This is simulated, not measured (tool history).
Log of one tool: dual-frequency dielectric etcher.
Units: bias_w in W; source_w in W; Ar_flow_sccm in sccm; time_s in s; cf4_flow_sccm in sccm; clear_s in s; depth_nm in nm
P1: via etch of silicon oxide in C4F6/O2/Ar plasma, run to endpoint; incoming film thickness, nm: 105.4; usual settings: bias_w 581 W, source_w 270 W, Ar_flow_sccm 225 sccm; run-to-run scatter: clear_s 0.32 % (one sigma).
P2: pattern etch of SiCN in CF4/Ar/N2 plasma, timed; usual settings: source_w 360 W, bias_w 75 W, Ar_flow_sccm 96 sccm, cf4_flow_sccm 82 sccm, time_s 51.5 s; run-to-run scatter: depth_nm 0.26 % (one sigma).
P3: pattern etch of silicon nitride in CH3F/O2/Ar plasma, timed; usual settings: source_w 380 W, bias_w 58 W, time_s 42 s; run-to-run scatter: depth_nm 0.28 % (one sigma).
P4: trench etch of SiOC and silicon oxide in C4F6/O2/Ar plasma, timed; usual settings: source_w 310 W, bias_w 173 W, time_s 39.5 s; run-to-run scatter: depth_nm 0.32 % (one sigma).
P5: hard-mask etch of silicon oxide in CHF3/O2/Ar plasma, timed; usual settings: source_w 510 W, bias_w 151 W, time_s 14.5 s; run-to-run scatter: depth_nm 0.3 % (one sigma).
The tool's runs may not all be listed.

run 1 hour=14.2 | process=P1 bias_w=581 source_w=270 Ar_flow_sccm=225 | clear_s=25.106
run 2 hour=30.3 | process=P4 bias_w=173 source_w=310 time_s=39.5 | depth_nm=69.936
run 3 hour=41.3 | process=P4 bias_w=173 source_w=390 time_s=39.5 | depth_nm=76.463
run 4 hour=55.4 | process=P2 bias_w=75 source_w=360 Ar_flow_sccm=96 time_s=51.5 cf4_flow_sccm=82 | depth_nm=38.012
-- hour=56.9 bias power generator calibrated
run 5 hour=66.7 | process=P2 bias_w=75 source_w=510 Ar_flow_sccm=96 time_s=51.5 cf4_flow_sccm=82 | depth_nm=51.771
run 6 hour=82.3 | process=P1 bias_w=581 source_w=170 Ar_flow_sccm=225 | clear_s=29.585
run 7 hour=90.7 | process=P1 bias_w=581 source_w=270 Ar_flow_sccm=225 | clear_s=25.192
run 8 hour=106.9 | process=P3 bias_w=58 source_w=380 time_s=42 | depth_nm=26.004
run 9 hour=120 | process=P5 bias_w=204 source_w=510 time_s=14.5 | depth_nm=27.593
run 10 hour=135.8 | process=P1 bias_w=581 source_w=270 Ar_flow_sccm=312 | clear_s=25.936
run 11 hour=145.2 | process=P4 bias_w=128 source_w=310 time_s=39.5 | depth_nm=63.719
run 12 hour=156.5 | process=P5 bias_w=151 source_w=510 time_s=14.5 | depth_nm=24.926
run 13 hour=172.5 | process=P3 bias_w=58 source_w=380 time_s=51 | depth_nm=31.638
run 14 hour=179.8 | process=P3 bias_w=58 source_w=530 time_s=42 | depth_nm=29.676
run 15 hour=191 | process=P3 bias_w=45 source_w=380 time_s=42 | depth_nm=24.207
run 16 hour=205 | process=P4 bias_w=173 source_w=310 time_s=39.5 | depth_nm=69.964
run 17 hour=214.2 | process=P4 bias_w=173 source_w=310 time_s=53 | depth_nm=94.282
run 18 hour=225.3 | process=P1 bias_w=581 source_w=270 Ar_flow_sccm=164 | clear_s=24.216
run 19 hour=238.5 | process=P2 bias_w=75 source_w=360 Ar_flow_sccm=70 time_s=51.5 cf4_flow_sccm=82 | depth_nm=39.532
run 20 hour=254.1 | process=P1 bias_w=581 source_w=270 Ar_flow_sccm=225 | clear_s=24.92
run 21 hour=265.3 | process=P2 bias_w=75 source_w=360 Ar_flow_sccm=96 time_s=51.5 cf4_flow_sccm=82 | depth_nm=38.009
run 22 hour=275.6 | process=P1 bias_w=581 source_w=340 Ar_flow_sccm=225 | clear_s=23.036
run 23 hour=285.7 | process=P1 bias_w=469 source_w=270 Ar_flow_sccm=150 | clear_s=26.046
run 24 hour=299.1 | process=P1 bias_w=581 source_w=270 Ar_flow_sccm=225 | clear_s=24.962
run 25 hour=309.3 | process=P1 bias_w=818 source_w=270 Ar_flow_sccm=225 | clear_s=21.811
run 26 hour=317.3 | process=P2 bias_w=75 source_w=360 Ar_flow_sccm=96 time_s=51.5 cf4_flow_sccm=103 | depth_nm=39.3
run 27 hour=330 | process=P2 bias_w=75 source_w=360 Ar_flow_sccm=96 time_s=32.5 cf4_flow_sccm=82 | depth_nm=24.063
run 28 hour=337.6 | process=P2 bias_w=61 source_w=360 Ar_flow_sccm=96 time_s=51.5 cf4_flow_sccm=82 | depth_nm=35.522
run 29 hour=345.5 | process=P1 bias_w=581 source_w=270 Ar_flow_sccm=225 | clear_s=25.06
run 30 hour=354.4 | process=P1 bias_w=339 source_w=270 Ar_flow_sccm=225 | clear_s=30.551
run 31 hour=370 | process=P5 bias_w=151 source_w=310 time_s=14.5 | depth_nm=20.516
run 32 hour=381.7 | process=P5 bias_w=151 source_w=510 time_s=22 | depth_nm=37.709
run 33 hour=396.1 | process=P1 bias_w=581 source_w=270 Ar_flow_sccm=225 | clear_s=24.9
run 34 hour=407.5 | process=P1 bias_w=581 source_w=270 Ar_flow_sccm=225 | clear_s=25.293
run 35 hour=417.6 | process=P1 bias_w=581 source_w=270 Ar_flow_sccm=225 | clear_s=25.381
run 36 hour=425.2 | process=P1 bias_w=581 source_w=270 Ar_flow_sccm=225 | clear_s=25.432
run 37 hour=435.4 | process=P1 bias_w=581 source_w=270 Ar_flow_sccm=225 | clear_s=25.398
-- hour=438.7 wet clean of the chamber
run 38 hour=447 | process=P1 bias_w=581 source_w=270 Ar_flow_sccm=225 | clear_s=25.466
-- hour=460 Ar flow controller replaced
run 39 hour=463.2 | process=P1 bias_w=581 source_w=270 Ar_flow_sccm=225 | clear_s=25.538
run 40 hour=470.6 | process=P1 bias_w=581 source_w=270 Ar_flow_sccm=225 | clear_s=25.561
run 41 hour=479 | process=P1 bias_w=581 source_w=270 Ar_flow_sccm=225 | clear_s=25.551
run 42 hour=489.5 | process=P1 bias_w=581 source_w=270 Ar_flow_sccm=225 | clear_s=25.555

What P1 gives has crept away from where it was. These 2 causes fit the log equally well, each at the size given:
A: bias power that arrives under what is set, % = 4.2
B: source power that arrives under what is set, % = 4.47
The creep began at about hour 396.1.
Why every other cause is out:
chamber walls in a state that lowers the etch rate, %: serviced at hour 438.7, which brought nothing back
Ar flow that arrives over what is set, %: serviced at hour 460, which brought nothing back

4 check runs are offered, one wafer each, their results left as question marks. Which one tells the causes apart?
run check 1 hour=500 | process=P2 bias_w=75 source_w=360 Ar_flow_sccm=96 time_s=51.5 cf4_flow_sccm=82 | depth_nm=?
run check 2 hour=500 | process=P3 bias_w=58 source_w=380 time_s=42 | depth_nm=?
run check 3 hour=500 | process=P5 bias_w=151 source_w=510 time_s=14.5 | depth_nm=?
run check 4 hour=500 | process=P4 bias_w=173 source_w=310 time_s=39.5 | depth_nm=?

What each check would give under each cause:
check=check_1 result=depth_nm if_A=37.489 if_B=36.548
check=check_2 result=depth_nm if_A=25.702 if_B=25.609
check=check_3 result=depth_nm if_A=24.568 if_B=24.48
check=check_4 result=depth_nm if_A=68.881 if_B=68.601
How far apart the two closest causes lie, in the result that separates them most: check 1 2.54 %; check 2 0.36 %; check 3 0.36 %; check 4 0.41 %
Check 1 tells the causes apart: in the others they would give nearly the same result.

Then check 1 was run and gave: depth_nm 36.463 nm. Which cause is it?

It is B: source power that arrives under what is set, %.
